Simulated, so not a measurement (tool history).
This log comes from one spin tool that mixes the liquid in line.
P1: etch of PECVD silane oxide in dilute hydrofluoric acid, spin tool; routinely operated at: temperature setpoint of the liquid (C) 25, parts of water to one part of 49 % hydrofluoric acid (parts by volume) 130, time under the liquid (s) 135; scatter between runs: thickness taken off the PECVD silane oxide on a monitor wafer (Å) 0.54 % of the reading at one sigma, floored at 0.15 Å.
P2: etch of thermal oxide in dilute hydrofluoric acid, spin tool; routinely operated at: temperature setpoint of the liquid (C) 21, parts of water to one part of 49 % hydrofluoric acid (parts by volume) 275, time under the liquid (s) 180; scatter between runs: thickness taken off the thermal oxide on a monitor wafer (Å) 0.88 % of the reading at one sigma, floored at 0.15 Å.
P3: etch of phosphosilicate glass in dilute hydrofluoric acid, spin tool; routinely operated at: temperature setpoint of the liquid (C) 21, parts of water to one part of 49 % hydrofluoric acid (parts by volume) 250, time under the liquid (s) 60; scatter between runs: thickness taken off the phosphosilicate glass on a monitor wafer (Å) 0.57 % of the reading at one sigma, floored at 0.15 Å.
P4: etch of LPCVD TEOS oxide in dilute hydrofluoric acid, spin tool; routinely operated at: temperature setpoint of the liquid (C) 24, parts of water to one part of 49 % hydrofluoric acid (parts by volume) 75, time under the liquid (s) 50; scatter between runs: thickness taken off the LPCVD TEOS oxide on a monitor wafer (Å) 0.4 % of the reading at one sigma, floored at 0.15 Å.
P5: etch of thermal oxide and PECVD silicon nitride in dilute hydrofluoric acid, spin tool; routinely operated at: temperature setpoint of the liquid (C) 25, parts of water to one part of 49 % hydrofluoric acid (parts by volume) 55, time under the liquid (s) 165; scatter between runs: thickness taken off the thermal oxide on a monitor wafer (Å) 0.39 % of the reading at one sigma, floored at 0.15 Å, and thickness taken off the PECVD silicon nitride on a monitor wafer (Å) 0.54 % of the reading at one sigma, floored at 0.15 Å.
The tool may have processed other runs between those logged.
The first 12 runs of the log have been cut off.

run   hour  process that ran  temperature setpoint of the liquid (C)  parts of water to one part of 49 % hydrofluoric acid (parts by volume)  time under the liquid (s)  thickness taken off the PECVD silane oxide on a monitor wafer (Å)  thickness taken off the LPCVD TEOS oxide on a monitor wafer (Å)  thickness taken off the thermal oxide on a monitor wafer (Å)  thickness taken off the PECVD silicon nitride on a monitor wafer (Å)  thickness taken off the phosphosilicate glass on a monitor wafer (Å)
 13  177.8                P1                                    29.5                                                                     130                        135                                                             185.49
 14  194.2                P2                                    28.5                                                                     275                        180                                                                                                                                                                                            30.122
 15  210.4                P3                                      21                                                                     250                         60                                                                                                                                                                                                                                                                                                                                        121.12
 16  221.2                P2                                      21                                                                     275                        280                                                                                                                                                                                            35.848
 17  233.1                P4                                      24                                                                      75                         50                                                                                                                              275.25
 18  241.1                P5                                      25                                                                      20                        165                                                                                                                                                                                            446.73                                                                387.84
 19  255.7                P3                                      17                                                                     250                         60                                                                                                                                                                                                                                                                                                                                        103.01
 20  264.2                P1                                      18                                                                     130                        135                                                             116.97
 21  279.6                P3                                      21                                                                     250                        105                                                                                                                                                                                                                                                                                                                                        212.93

Expected results for the next run?
 22  290.3                P1                                      25                                                                     130                         15                                                                  ?

Run 22 gave thickness taken off the PECVD silane oxide on a monitor wafer (Å) 17.496.

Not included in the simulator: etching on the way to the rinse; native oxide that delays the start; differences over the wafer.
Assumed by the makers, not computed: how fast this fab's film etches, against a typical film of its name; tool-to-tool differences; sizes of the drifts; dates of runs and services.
